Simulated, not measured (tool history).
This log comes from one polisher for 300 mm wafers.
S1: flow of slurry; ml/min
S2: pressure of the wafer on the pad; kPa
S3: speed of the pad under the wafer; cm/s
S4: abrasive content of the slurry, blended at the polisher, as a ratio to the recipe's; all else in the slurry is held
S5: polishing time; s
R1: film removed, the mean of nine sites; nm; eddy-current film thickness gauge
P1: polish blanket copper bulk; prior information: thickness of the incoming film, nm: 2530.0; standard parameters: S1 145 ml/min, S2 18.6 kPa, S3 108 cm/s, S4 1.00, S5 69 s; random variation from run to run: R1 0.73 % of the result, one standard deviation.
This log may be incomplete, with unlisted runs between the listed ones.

{"run": 1, "day": 0.392, "S1": 145, "S2": 18.6, "S3": 108, "S4": 1.0, "S5": 69, "R1": 719.12}
{"run": 2, "day": 0.738, "S1": 95, "S2": 18.6, "S3": 108, "S4": 1.0, "S5": 69, "R1": 656.06}
{"day": 0.846, "done": "slurry nozzle cleaned"}
{"run": 3, "day": 0.992, "S1": 145, "S2": 29.0, "S3": 108, "S4": 1.0, "S5": 69, "R1": 1113.2}
{"run": 4, "day": 1.296, "S1": 145, "S2": 18.6, "S3": 108, "S4": 1.0, "S5": 69, "R1": 714.25}
{"run": 5, "day": 1.729, "S1": 145, "S2": 18.6, "S3": 108, "S4": 1.0, "S5": 95, "R1": 981.73}
{"run": 6, "day": 1.958, "S1": 145, "S2": 18.6, "S3": 108, "S4": 0.6, "S5": 69, "R1": 644.25}
{"run": 7, "day": 2.396, "S1": 145, "S2": 11.0, "S3": 108, "S4": 0.55, "S5": 69, "R1": 370.31}
{"run": 8, "day": 2.662, "S1": 145, "S2": 18.6, "S3": 48, "S4": 1.0, "S5": 69, "R1": 319.47}
{"run": 9, "day": 2.938, "S1": 145, "S2": 10.3, "S3": 108, "S4": 1.0, "S5": 69, "R1": 396.53}
{"run": 10, "day": 3.142, "S1": 145, "S2": 18.6, "S3": 108, "S4": 1.0, "S5": 69, "R1": 717.79}
{"day": 3.225, "done": "slurry blender recalibrated"}
{"run": 11, "day": 3.583, "S1": 145, "S2": 18.6, "S3": 108, "S4": 1.0, "S5": 69, "R1": 705.11}
{"run": 12, "day": 3.983, "S1": 180, "S2": 18.6, "S3": 72, "S4": 1.0, "S5": 69, "R1": 490.49}
{"run": 13, "day": 4.388, "S1": 190, "S2": 18.6, "S3": 108, "S4": 1.0, "S5": 69, "R1": 749.5}
{"run": 14, "day": 4.692, "S1": 145, "S2": 18.6, "S3": 108, "S4": 1.25, "S5": 69, "R1": 753.81}
{"run": 15, "day": 5.05, "S1": 145, "S2": 18.6, "S3": 166, "S4": 1.0, "S5": 69, "R1": 1101.9}
{"run": 16, "day": 5.408, "S1": 145, "S2": 18.6, "S3": 108, "S4": 1.0, "S5": 44, "R1": 451.56}
{"run": 17, "day": 5.854, "S1": 145, "S2": 18.6, "S3": 108, "S4": 1.0, "S5": 69, "R1": 717.81}
{"run": 18, "day": 6.212, "S1": 145, "S2": 18.6, "S3": 108, "S4": 1.0, "S5": 69, "R1": 683.16}
{"run": 19, "day": 6.633, "S1": 145, "S2": 18.6, "S3": 108, "S4": 1.0, "S5": 69, "R1": 664.72}
{"day": 6.825, "done": "slurry blender recalibrated"}
{"day": 7.004, "done": "head pressure recalibrated"}
{"run": 20, "day": 7.029, "S1": 145, "S2": 18.6, "S3": 108, "S4": 1.0, "S5": 69, "R1": 658.36}
{"run": 21, "day": 7.288, "S1": 145, "S2": 18.6, "S3": 108, "S4": 1.0, "S5": 69, "R1": 644.4}
{"run": 22, "day": 7.617, "S1": 145, "S2": 18.6, "S3": 108, "S4": 1.0, "S5": 69, "R1": 640.3}
{"run": 23, "day": 7.917, "S1": 145, "S2": 18.6, "S3": 108, "S4": 1.0, "S5": 69, "R1": 648.16}

The output of P1 has drifted from where it used to be. Each of the 2 causes below, taken at the size shown beside it, accounts for the log equally well:
A: removal rate lost through wear of the pad, % = 9.72
B: slurry flow missing at the pad, % = 36.8
The onset of the drift is placed at about day 5.854.
Why every other cause is out:
head's pressure below its setpoint, %: serviced at day 7.004, after the drift had started, without restoring the earlier output
abrasive missing from the slurry, %: serviced at day 6.825, after the drift had started, without restoring the earlier output

You are offered 4 check runs, listed below with question marks in place of their results; each one averages 2 wafers. Which run separates the listed causes by giving clearly different results for each?
{"run": "check 1", "day": 8.217, "S1": 145, "S2": 11.0, "S3": 108, "S4": 1.0, "S5": 69, "R1": "?"}
{"run": "check 2", "day": 8.217, "S1": 100, "S2": 25.5, "S3": 108, "S4": 1.0, "S5": 69, "R1": "?"}
{"run": "check 3", "day": 8.217, "S1": 145, "S2": 23.4, "S3": 62, "S4": 1.0, "S5": 69, "R1": "?"}
{"run": "check 4", "day": 8.217, "S1": 145, "S2": 28.3, "S3": 134, "S4": 1.0, "S5": 69, "R1": "?"}

Check results expected under each cause:
check=check_1 result=R1 if_A=383.08 if_B=383.02
check=check_2 result=R1 if_A=818.11 if_B=786.54
check=check_3 result=R1 if_A=467.32 if_B=467.24
check=check_4 result=R1 if_A=1218.00 if_B=1217.80
Gap, in per cent, between the two causes that each check separates least, read from the result that separates them most: check 1 0.02 %; check 2 3.94 %; check 3 0.02 %; check 4 0.02 %
Check 2 tells the causes apart: in the others they would give nearly the same result.

After running check 2, the following was obtained: R1 817.96 nm. Which cause does this point to?

Of the candidate causes, it is A: removal rate lost through wear of the pad, %.

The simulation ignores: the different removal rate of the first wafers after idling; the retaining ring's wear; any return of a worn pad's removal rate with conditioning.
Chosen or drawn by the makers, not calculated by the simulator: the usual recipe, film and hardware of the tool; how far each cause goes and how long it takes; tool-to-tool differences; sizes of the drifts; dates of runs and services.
